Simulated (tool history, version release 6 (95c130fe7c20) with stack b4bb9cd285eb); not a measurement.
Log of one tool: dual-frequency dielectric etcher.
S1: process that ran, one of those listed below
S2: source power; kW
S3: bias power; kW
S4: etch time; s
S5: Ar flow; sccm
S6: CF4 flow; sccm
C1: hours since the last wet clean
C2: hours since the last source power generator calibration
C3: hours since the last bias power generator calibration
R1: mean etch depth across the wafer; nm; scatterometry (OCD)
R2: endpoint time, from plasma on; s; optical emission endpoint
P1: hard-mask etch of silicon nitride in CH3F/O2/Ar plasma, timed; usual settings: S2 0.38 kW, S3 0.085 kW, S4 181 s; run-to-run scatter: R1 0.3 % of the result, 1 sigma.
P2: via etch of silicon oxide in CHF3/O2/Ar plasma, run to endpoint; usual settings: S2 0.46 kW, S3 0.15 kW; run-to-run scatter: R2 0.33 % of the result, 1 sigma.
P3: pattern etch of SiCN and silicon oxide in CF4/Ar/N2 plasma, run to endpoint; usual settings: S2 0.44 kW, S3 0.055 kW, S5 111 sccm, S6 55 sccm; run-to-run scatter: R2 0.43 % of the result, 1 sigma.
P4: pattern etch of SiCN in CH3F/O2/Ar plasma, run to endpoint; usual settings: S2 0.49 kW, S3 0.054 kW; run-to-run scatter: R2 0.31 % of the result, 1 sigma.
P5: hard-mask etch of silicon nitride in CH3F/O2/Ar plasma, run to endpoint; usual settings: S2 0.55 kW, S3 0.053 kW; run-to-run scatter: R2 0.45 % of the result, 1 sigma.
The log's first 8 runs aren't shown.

run 9 hour=133.3 | S1=P1 S2=0.38 S3=0.085 S4=181 | C1=445.6 C2=2012.1 C3=3083.4 | R1=130.69
run 10 hour=152.4 | S1=P3 S2=0.44 S3=0.055 S5=81 S6=55 | C1=464.7 C2=2031.2 C3=3102.5 | R2=21.016
run 11 hour=170.2 | S1=P1 S2=0.38 S3=0.085 S4=114.5 | C1=482.5 C2=2049 C3=3120.3 | R1=82.194
run 12 hour=187.4 | S1=P4 S2=0.39 S3=0.054 | C1=499.7 C2=2066.2 C3=3137.5 | R2=28.553
run 13 hour=199.7 | S1=P1 S2=0.51 S3=0.085 S4=181 | C1=512 C2=2078.5 C3=3149.8 | R1=144.37
run 14 hour=218.1 | S1=P1 S2=0.51 S3=0.06 S4=181 | C1=530.4 C2=2096.9 C3=3168.2 | R1=128.45
run 15 hour=229.9 | S1=P1 S2=0.38 S3=0.116 S4=181 | C1=542.2 C2=2108.7 C3=3180 | R1=146.06
run 16 hour=238.8 | S1=P1 S2=0.38 S3=0.085 S4=258.5 | C1=551.1 C2=2117.6 C3=3188.9 | R1=185.17
run 17 hour=252.7 | S1=P1 S2=0.38 S3=0.085 S4=181 | C1=565 C2=2131.5 C3=3202.8 | R1=130.01
run 18 hour=270.3 | S1=P1 S2=0.38 S3=0.055 S4=181 | C1=582.6 C2=2149.1 C3=3220.4 | R1=112.06
run 19 hour=282.2 | S1=P4 S2=0.49 S3=0.041 | C1=594.5 C2=2161 C3=3232.3 | R2=28.408
run 20 hour=292 | S1=P1 S2=0.22 S3=0.085 S4=123.5 | C1=604.3 C2=2170.8 C3=3242.1 | R1=72.345
run 21 hour=304.5 | S1=P2 S2=0.27 S3=0.15 | C1=616.8 C2=2183.3 C3=3254.6 | R2=525.16
run 22 hour=317.8 | S1=P2 S2=0.46 S3=0.15 | C1=630.1 C2=2196.6 C3=3267.9 | R2=431.36
run 23 hour=329.2 | S1=P1 S2=0.24 S3=0.054 S4=181 | C1=641.5 C2=2208 C3=3279.3 | R1=92.954
run 24 hour=337.8 | S1=P1 S2=0.27 S3=0.085 S4=181 | C1=650.1 C2=2216.6 C3=3287.9 | R1=114.64
run 25 hour=356.5 | S1=P5 S2=0.55 S3=0.053 | C1=668.8 C2=2235.3 C3=3306.6 | R2=70.008

Run 26 comes next. What will it give?
run 26 hour=374.3 | S1=P5 S2=0.69 S3=0.053 | C1=686.6 C2=2253.1 C3=3324.4 | R2=?

{"run 26": {"R2": 64.175}}
